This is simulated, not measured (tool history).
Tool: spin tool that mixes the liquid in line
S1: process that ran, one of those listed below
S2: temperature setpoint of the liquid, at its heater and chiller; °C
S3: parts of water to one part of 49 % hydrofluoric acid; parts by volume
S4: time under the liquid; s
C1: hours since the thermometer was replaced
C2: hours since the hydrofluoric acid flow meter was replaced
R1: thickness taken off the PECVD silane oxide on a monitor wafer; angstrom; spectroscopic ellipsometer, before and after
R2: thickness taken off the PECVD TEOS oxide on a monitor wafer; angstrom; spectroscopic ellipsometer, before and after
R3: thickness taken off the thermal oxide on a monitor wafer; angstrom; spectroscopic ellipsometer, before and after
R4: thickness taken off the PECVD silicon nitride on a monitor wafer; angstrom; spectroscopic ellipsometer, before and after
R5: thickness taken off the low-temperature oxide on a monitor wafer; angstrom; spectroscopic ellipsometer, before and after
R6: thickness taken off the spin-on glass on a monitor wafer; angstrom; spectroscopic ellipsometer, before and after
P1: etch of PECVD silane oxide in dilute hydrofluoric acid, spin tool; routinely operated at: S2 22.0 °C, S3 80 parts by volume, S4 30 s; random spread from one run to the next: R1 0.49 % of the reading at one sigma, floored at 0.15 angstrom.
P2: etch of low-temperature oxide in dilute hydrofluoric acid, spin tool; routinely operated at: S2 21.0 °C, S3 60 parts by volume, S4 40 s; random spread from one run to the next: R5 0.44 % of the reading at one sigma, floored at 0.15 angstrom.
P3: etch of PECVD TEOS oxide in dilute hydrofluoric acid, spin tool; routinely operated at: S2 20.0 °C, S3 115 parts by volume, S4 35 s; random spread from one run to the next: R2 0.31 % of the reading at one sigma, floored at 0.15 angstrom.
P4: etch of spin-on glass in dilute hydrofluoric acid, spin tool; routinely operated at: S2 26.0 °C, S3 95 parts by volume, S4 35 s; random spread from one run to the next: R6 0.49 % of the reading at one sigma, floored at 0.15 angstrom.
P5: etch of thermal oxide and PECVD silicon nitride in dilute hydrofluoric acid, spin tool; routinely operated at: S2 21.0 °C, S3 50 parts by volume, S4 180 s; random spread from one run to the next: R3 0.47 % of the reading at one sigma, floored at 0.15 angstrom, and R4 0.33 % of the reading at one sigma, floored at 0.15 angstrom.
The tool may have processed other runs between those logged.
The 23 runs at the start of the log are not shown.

run   hour  S1    S2   S3  S4      C1      C2       R1  R2      R3      R4      R5      R6
 24  214.1  P1  22.0   20  30  1745.4  1443.4  386.620
 25  225.8  P1  18.5  120  30  1757.1  1455.1   49.412
 26  239.1  P4  26.0   95  15  1770.4  1468.4                                       51.039
 27  246.8  P5  21.0   50  25  1778.1  1476.1               22.425  11.352
 28  258.4  P1  22.0  135  30  1789.7  1487.7   49.530
 29  268.7  P2  21.0   30  40  1800.0  1498.0                               299.11
 30  282.4  P1  22.0   80  30  1813.7  1511.7   90.314
 31  294.0  P1  17.0   25  30  1825.3  1523.3  247.130
 32  303.0  P1  22.0   80  30  1834.3  1532.3   89.709
 33  310.6  P1  22.0   80  30  1841.9  1539.9   90.380
 34  321.5  P1  22.0   80  30  1852.8  1550.8   93.032
 35  328.5  P1  22.0   80  30  1859.8  1557.8   92.939
 36  338.5  P1  22.0   80  30  1869.8  1567.8   93.858
 37  351.1  P1  22.0   80  30  1882.4  1580.4   94.273
 38  357.9  P1  22.0   80  30  1889.2  1587.2   93.984
 39  369.6  P1  22.0   80  30  1900.9  1598.9   95.739
 40  380.2  P1  22.0   80  30  1911.5  1609.5   95.636
 41  394.0  P1  22.0   80  30  1925.3  1623.3   96.105
 42  400.4  P1  22.0   80  30  1931.7  1629.7   96.806

Estimate the outcome of run 43 from the log above:
 43  413.1  P1  22.0  80  30  1944.4  1642.4   ?

For run 43 the tool returned R1 95.206 angstrom.

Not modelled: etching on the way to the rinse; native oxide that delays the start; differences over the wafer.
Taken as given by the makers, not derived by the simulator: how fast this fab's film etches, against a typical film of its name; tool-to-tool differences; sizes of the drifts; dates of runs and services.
